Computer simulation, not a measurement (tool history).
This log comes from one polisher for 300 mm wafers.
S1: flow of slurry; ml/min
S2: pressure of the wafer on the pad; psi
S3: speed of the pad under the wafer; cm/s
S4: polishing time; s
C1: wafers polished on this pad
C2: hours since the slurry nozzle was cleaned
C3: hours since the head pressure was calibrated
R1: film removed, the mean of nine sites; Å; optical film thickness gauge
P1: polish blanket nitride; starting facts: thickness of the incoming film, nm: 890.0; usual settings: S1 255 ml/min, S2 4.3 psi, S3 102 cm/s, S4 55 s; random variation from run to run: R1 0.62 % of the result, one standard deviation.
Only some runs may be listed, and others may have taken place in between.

| run | hour | S1 | S2 | S3 | S4 | C1 | C2 | C3 | R1 |
|---|---|---|---|---|---|---|---|---|---|
| 1 | 5.1 | 255 | 4.3 | 102 | 55 | 522 | 526 | 665.6 | 1054.7 |
| 2 | 12.1 | 255 | 4.3 | 160 | 55 | 611 | 533 | 672.6 | 1518.5 |
| 3 | 17.9 | 325 | 4.3 | 102 | 55 | 685 | 538.8 | 678.4 | 1076.4 |
| 4 | 22.1 | 255 | 4.3 | 48 | 55 | 738 | 543 | 682.6 | 573.55 |
| 5 | 29.2 | 255 | 4.3 | 102 | 55 | 828 | 550.1 | 689.7 | 1046.9 |
|  | 36 | slurry nozzle cleaned |
| 6 | 37.3 | 255 | 4.3 | 102 | 55 | 931 | 1.4 | 697.8 | 1049.9 |
| 7 | 44.1 | 255 | 4.3 | 102 | 55 | 1017 | 8.2 | 704.6 | 1057.9 |
|  | 48 | head pressure recalibrated |
| 8 | 48.6 | 255 | 4.3 | 102 | 83 | 1074 | 12.7 | 0.6 | 1574.6 |
| 9 | 55 | 155 | 4.3 | 102 | 55 | 1155 | 19.1 | 7 | 973.11 |
| 10 | 59.2 | 255 | 4.3 | 102 | 55 | 1209 | 23.3 | 11.2 | 1047.3 |
| 11 | 63.8 | 255 | 5.7 | 102 | 77 | 1267 | 27.9 | 15.8 | 1952.2 |
| 12 | 67.5 | 255 | 6.6 | 102 | 55 | 1314 | 31.6 | 19.5 | 1611 |
| 13 | 75.2 | 255 | 4.3 | 102 | 55 | 1412 | 39.3 | 27.2 | 1057.7 |
| 14 | 79.5 | 255 | 2.5 | 102 | 55 | 1466 | 43.6 | 31.5 | 609.69 |
| 15 | 83.2 | 255 | 4.3 | 102 | 26 | 1513 | 47.3 | 35.2 | 501.54 |
| 16 | 90.2 | 255 | 4.3 | 102 | 55 | 1602 | 54.3 | 42.2 | 1039 |
| 17 | 95.3 | 255 | 4.3 | 102 | 55 | 1667 | 59.4 | 47.3 | 1028.7 |
| 18 | 101.9 | 255 | 4.3 | 102 | 55 | 1750 | 66 | 53.9 | 1018.9 |
| 19 | 110.4 | 255 | 4.3 | 102 | 55 | 1858 | 74.5 | 62.4 | 1012 |
| 20 | 116.6 | 255 | 4.3 | 102 | 55 | 1937 | 80.7 | 68.6 | 1001.8 |
|  | 119.1 | head pressure recalibrated |
| 21 | 121.5 | 255 | 4.3 | 102 | 55 | 1999 | 85.6 | 2.4 | 999.57 |
| 22 | 128.3 | 255 | 4.3 | 102 | 55 | 2085 | 92.4 | 9.2 | 992.35 |
| 23 | 136.2 | 255 | 4.3 | 102 | 55 | 2185 | 100.3 | 17.1 | 983.02 |
| 24 | 144.4 | 255 | 4.3 | 102 | 55 | 2289 | 108.5 | 25.3 | 985.77 |
| 25 | 152.4 | 255 | 4.3 | 102 | 55 | 2391 | 116.5 | 33.3 | 987.81 |
| 26 | 159.8 | 255 | 4.3 | 102 | 55 | 2485 | 123.9 | 40.7 | 987.93 |

Something has made what P1 gives creep away from where it was; the 2 causes below, each at its own stated size, fit the log equally well:
A: slurry flow missing at the pad, % = 38.7
B: removal rate lost through wear of the pad, % = 6.27
Onset of the creep was near hour 90.2.
Ruled out, with reasons:
head's pressure below its setpoint, %: serviced at hour 119.1, after the change had begun; the process did not return to its earlier output

Below are 4 check runs, each averaged over 2 wafers, with their results shown as question marks. Which of them would give clearly different results depending on which cause is behind the drift?
| check 1 | 167.2 | 255 | 4.3 | 134 | 42 |  |  |  | ? |
| check 2 | 167.2 | 255 | 4.3 | 160 | 78 |  |  |  | ? |
| check 3 | 167.2 | 255 | 3.3 | 102 | 27 |  |  |  | ? |
| check 4 | 167.2 | 155 | 4.3 | 138 | 55 |  |  |  | ? |

Predicted outcomes, by check and by cause:
| check | result | if A | if B |
|---|---|---|---|
| check 1 | R1 | 936.55 | 936.52 |
| check 2 | R1 | 2004.4 | 2004.4 |
| check 3 | R1 | 371.44 | 371.43 |
| check 4 | R1 | 1131.8 | 1175.3 |
Distance between the nearest two causes, measured in the result of the check that separates them most: check 1 0 %; check 2 0 %; check 3 0 %; check 4 3.77 %
Only check 4 tells the causes apart: in the others they would give nearly the same result.

The results of check 4 are: R1 1174.2 Å. Based on these, which of the listed causes is it?

It is B: removal rate lost through wear of the pad, %.
